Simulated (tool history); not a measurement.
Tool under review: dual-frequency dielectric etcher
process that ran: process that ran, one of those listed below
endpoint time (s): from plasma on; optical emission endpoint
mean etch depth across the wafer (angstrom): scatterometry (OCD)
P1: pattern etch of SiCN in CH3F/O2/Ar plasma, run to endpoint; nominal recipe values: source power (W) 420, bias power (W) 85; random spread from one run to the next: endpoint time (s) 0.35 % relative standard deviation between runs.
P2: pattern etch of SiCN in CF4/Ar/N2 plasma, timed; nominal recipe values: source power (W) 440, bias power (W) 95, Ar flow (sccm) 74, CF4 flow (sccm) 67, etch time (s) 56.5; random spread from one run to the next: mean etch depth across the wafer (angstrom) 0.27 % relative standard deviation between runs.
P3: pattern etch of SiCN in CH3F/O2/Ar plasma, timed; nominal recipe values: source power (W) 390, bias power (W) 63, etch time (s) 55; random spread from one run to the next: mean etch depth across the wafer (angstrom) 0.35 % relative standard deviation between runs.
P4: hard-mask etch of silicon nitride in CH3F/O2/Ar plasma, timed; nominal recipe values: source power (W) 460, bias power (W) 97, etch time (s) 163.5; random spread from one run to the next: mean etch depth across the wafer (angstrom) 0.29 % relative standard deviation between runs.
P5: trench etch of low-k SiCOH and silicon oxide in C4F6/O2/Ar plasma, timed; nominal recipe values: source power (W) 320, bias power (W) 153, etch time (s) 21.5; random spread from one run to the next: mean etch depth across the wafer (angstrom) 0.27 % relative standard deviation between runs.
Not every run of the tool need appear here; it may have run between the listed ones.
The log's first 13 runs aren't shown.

run	hour	process that ran	source power (W)	bias power (W)	Ar flow (sccm)	CF4 flow (sccm)	etch time (s)	endpoint time (s)	mean etch depth across the wafer (angstrom)
14	187	P4	460	97			163.5		1307.3
15	201	P1	350	106				30.545	
16	216.2	P4	460	97			90		724.1
17	231.9	P2	440	95	74	67	79.5		777.15
18	240.6	P2	440	58	74	67	56.5		467.59
19	252.1	P5	320	153			21.5		572.02
20	264.7	P1	280	85				35.888	
21	276.3	P4	460	97			163.5		1312.3
22	288.6	P3	230	63			55		163.91
23	304.9	P1	420	85				30.958	
24	319.7	P1	420	85				30.868	
25	332.5	P5	320	201			21.5		623.35
26	342.3	P2	440	95	74	67	56.5		554.81

Forecast run 27:
27	354.6	P1	420	85				?	

endpoint time (s): 30.836

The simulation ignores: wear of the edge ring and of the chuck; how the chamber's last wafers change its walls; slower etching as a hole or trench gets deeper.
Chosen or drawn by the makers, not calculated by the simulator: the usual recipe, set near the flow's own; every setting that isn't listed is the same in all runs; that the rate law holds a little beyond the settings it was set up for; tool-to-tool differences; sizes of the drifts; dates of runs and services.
